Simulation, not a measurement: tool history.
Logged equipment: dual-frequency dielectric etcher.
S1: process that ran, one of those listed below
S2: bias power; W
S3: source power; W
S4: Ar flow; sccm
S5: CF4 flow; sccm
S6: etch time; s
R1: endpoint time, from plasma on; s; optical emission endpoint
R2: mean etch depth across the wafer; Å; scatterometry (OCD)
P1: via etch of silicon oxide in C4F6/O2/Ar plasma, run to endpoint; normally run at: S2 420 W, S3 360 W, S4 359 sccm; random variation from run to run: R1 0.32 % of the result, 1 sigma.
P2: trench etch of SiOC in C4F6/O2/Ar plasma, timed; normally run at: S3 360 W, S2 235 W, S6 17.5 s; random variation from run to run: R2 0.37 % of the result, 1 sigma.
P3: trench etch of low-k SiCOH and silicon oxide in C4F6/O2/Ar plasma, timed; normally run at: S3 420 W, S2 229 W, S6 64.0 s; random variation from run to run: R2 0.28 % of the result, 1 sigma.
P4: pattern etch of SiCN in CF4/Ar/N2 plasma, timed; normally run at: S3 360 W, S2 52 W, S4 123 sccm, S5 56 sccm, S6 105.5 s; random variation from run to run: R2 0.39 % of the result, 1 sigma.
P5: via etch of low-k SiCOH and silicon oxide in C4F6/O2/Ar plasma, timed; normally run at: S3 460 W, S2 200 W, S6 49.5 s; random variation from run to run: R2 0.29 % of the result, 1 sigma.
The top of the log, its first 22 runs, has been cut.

run 23 hour=290.4 | S1=P1 S2=263 S3=360 S4=359 | R1=35.616
run 24 hour=306.0 | S1=P2 S2=235 S3=360 S6=23.0 | R2=490.47
run 25 hour=317.8 | S1=P1 S2=420 S3=220 S4=359 | R1=36.304
run 26 hour=334.8 | S1=P5 S2=200 S3=280 S6=49.5 | R2=1124.70
run 27 hour=349.6 | S1=P1 S2=330 S3=480 S4=359 | R1=29.374
-- hour=354.5 wet clean of the chamber
run 28 hour=365.1 | S1=P1 S2=420 S3=360 S4=359 | R1=30.260
run 29 hour=376.8 | S1=P4 S2=52 S3=360 S4=123 S5=56 S6=105.5 | R2=615.94
run 30 hour=391.3 | S1=P1 S2=299 S3=290 S4=359 | R1=36.813
run 31 hour=404.1 | S1=P1 S2=420 S3=510 S4=359 | R1=26.377
run 32 hour=417.7 | S1=P1 S2=420 S3=360 S4=359 | R1=30.033
run 33 hour=430.4 | S1=P1 S2=420 S3=360 S4=359 | R1=30.178
run 34 hour=438.6 | S1=P1 S2=420 S3=360 S4=359 | R1=30.372
-- hour=449.0 wet clean of the chamber
run 35 hour=455.3 | S1=P1 S2=420 S3=360 S4=359 | R1=30.526
-- hour=463.6 Ar flow controller replaced
run 36 hour=463.8 | S1=P1 S2=420 S3=360 S4=359 | R1=30.461
run 37 hour=477.4 | S1=P1 S2=420 S3=360 S4=359 | R1=30.564

Run 38 comes next. What will it give?
run 38 hour=488.7 | S1=P1 S2=420 S3=360 S4=359 | R1=?

R1: 30.590 s

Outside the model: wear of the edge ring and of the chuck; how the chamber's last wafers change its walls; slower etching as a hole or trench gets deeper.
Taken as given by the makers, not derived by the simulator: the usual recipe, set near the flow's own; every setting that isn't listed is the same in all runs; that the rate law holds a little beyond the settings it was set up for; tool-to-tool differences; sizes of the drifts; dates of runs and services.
